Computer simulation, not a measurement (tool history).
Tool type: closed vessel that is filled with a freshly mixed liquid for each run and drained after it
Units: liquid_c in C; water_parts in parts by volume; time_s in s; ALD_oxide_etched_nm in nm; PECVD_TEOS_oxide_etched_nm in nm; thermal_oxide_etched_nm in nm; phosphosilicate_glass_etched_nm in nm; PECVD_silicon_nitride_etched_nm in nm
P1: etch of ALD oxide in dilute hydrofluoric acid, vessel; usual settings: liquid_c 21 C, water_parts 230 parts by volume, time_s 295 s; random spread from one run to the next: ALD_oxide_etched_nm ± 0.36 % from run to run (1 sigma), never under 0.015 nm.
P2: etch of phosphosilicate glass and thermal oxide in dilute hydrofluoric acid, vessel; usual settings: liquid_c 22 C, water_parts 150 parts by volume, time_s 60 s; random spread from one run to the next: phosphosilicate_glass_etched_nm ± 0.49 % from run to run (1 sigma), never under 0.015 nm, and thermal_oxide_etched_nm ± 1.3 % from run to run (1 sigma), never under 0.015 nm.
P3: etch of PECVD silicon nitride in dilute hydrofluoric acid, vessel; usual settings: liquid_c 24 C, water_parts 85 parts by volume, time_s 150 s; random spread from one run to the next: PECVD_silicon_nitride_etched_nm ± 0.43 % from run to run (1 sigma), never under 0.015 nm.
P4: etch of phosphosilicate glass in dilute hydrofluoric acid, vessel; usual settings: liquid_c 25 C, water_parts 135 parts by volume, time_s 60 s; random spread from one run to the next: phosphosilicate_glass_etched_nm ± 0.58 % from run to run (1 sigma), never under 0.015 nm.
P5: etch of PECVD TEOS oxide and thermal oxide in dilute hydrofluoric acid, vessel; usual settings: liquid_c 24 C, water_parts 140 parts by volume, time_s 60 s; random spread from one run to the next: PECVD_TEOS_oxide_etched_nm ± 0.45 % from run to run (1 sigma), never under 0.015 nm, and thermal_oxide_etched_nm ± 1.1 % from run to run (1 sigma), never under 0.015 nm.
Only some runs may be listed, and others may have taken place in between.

| run | day | process | liquid_c | water_parts | time_s | ALD_oxide_etched_nm | PECVD_TEOS_oxide_etched_nm | thermal_oxide_etched_nm | phosphosilicate_glass_etched_nm | PECVD_silicon_nitride_etched_nm |
|---|---|---|---|---|---|---|---|---|---|---|
| 1 | 0.3 | P1 | 21 | 230 | 295 | 10.658 |  |  |  |  |
| 2 | 0.712 | P1 | 21 | 230 | 295 | 10.67 |  |  |  |  |
| 3 | 1.238 | P1 | 17 | 60 | 295 | 41.525 |  |  |  |  |
| 4 | 1.775 | P5 | 24 | 140 | 60 |  | 11.34 | 1.9838 |  |  |
| 5 | 2.058 | P4 | 25 | 135 | 35 |  |  |  | 38.195 |  |
| 6 | 2.412 | P1 | 21 | 230 | 295 | 10.68 |  |  |  |  |
| 7 | 2.854 | P5 | 24 | 30 | 60 |  | 61.079 | 10.826 |  |  |
| 8 | 3.167 | P3 | 24 | 85 | 40 |  |  |  |  | 1.7721 |
| 9 | 3.704 | P4 | 25 | 230 | 60 |  |  |  | 34.306 |  |
| 10 | 4.171 | P2 | 22 | 150 | 30 |  |  | 0.84508 | 10.441 |  |
| 11 | 4.638 | P3 | 20 | 85 | 150 |  |  |  |  | 5.0678 |
| 12 | 5.025 | P1 | 21 | 230 | 295 | 10.633 |  |  |  |  |
| 13 | 5.479 | P1 | 21 | 230 | 295 | 10.593 |  |  |  |  |
| 14 | 5.812 | P2 | 22 | 150 | 60 |  |  | 1.6897 | 20.739 |  |
| 15 | 6.067 | P1 | 21 | 230 | 295 | 10.603 |  |  |  |  |
| 16 | 6.625 | P3 | 24 | 85 | 150 |  |  |  |  | 6.5728 |
| 17 | 6.95 | P1 | 21 | 230 | 425 | 15.319 |  |  |  |  |
|  | 7.175 | thermometer replaced |
| 18 | 7.254 | P1 | 21 | 315 | 295 | 7.18 |  |  |  |  |
| 19 | 7.779 | P1 | 17 | 230 | 100 | 3.0729 |  |  |  |  |
| 20 | 8.217 | P1 | 21 | 230 | 105 | 3.8047 |  |  |  |  |
| 21 | 8.767 | P4 | 29.5 | 135 | 60 |  |  |  | 76.195 |  |
| 22 | 9.133 | P2 | 29.5 | 150 | 60 |  |  | 2.252 | 27.678 |  |
| 23 | 9.55 | P5 | 24 | 140 | 30 |  | 5.7066 | 0.97113 |  |  |
| 24 | 9.833 | P5 | 24 | 140 | 60 |  | 11.529 | 1.9824 |  |  |
| 25 | 10.35 | P3 | 24 | 45 | 150 |  |  |  |  | 12.268 |
| 26 | 10.712 | P1 | 21 | 115 | 295 | 23.877 |  |  |  |  |
| 27 | 10.979 | P1 | 17 | 230 | 295 | 9.1099 |  |  |  |  |
| 28 | 11.396 | P5 | 17 | 140 | 60 |  | 8.6513 | 1.4712 |  |  |
| 29 | 11.967 | P1 | 24.5 | 230 | 475 | 19.461 |  |  |  |  |
| 30 | 12.446 | P1 | 27 | 230 | 295 | 13.251 |  |  |  |  |
| 31 | 12.912 | P2 | 22 | 70 | 60 |  |  | 4.0095 | 49.075 |  |
| 32 | 13.246 | P4 | 25 | 135 | 60 |  |  |  | 64.479 |  |
| 33 | 13.592 | P1 | 21 | 230 | 295 | 10.648 |  |  |  |  |
| 34 | 14.05 | P1 | 21 | 230 | 295 | 11.079 |  |  |  |  |
| 35 | 14.554 | P1 | 21 | 230 | 295 | 11.238 |  |  |  |  |
| 36 | 14.842 | P1 | 21 | 230 | 295 | 11.226 |  |  |  |  |
| 37 | 15.279 | P1 | 21 | 230 | 295 | 11.363 |  |  |  |  |
| 38 | 15.746 | P1 | 21 | 230 | 295 | 11.498 |  |  |  |  |
| 39 | 16.212 | P1 | 21 | 230 | 295 | 11.438 |  |  |  |  |
| 40 | 16.592 | P1 | 21 | 230 | 295 | 11.435 |  |  |  |  |
| 41 | 17.154 | P1 | 21 | 230 | 295 | 11.544 |  |  |  |  |
| 42 | 17.404 | P1 | 21 | 230 | 295 | 11.497 |  |  |  |  |

What P1 gives has crept away from where it was. These 2 causes fit the log equally well, each at the size given:
A: hydrofluoric acid flow above the setpoint (%) = 6.29
B: liquid hotter than its thermometer reads (K) = 2.01
At approximately day 13.592, the process output began to creep.

Below are 4 check runs, each on a single wafer, with their results shown as question marks. Which of them would tell the listed causes apart, meaning the causes would give clearly different results under it?
| check 1 | 17.654 | P4 | 25 | 135 | 60 |  |  |  | ? |  |
| check 2 | 17.654 | P5 | 24 | 140 | 60 |  | ? | ? |  |  |
| check 3 | 17.654 | P3 | 24 | 85 | 150 |  |  |  |  | ? |
| check 4 | 17.654 | P2 | 22 | 150 | 60 |  |  | ? | ? |  |

What each check would give under each cause:
| check | result | if A | if B |
|---|---|---|---|
| check 1 | phosphosilicate_glass_etched_nm | 69.547 | 69.932 |
| check 2 | PECVD_TEOS_oxide_etched_nm | 12.282 | 12.356 |
| check 2 | thermal_oxide_etched_nm | 2.1215 | 2.1343 |
| check 3 | PECVD_silicon_nitride_etched_nm | 6.9991 | 7.5229 |
| check 4 | thermal_oxide_etched_nm | 1.8218 | 1.8343 |
| check 4 | phosphosilicate_glass_etched_nm | 22.393 | 22.547 |
Per check, the gap between the least separated pair of causes, taken in the result that splits them most: check 1 0.55 %; check 2 0.6 %; check 3 7.22 %; check 4 0.68 %
The causes can be told apart only by check 3. The other checks would give nearly the same results under each of them.

After running check 3, the following was obtained: PECVD_silicon_nitride_etched_nm 7.5335 nm. Which cause does this point to?

Of the candidate causes, it is B: liquid hotter than its thermometer reads (K).

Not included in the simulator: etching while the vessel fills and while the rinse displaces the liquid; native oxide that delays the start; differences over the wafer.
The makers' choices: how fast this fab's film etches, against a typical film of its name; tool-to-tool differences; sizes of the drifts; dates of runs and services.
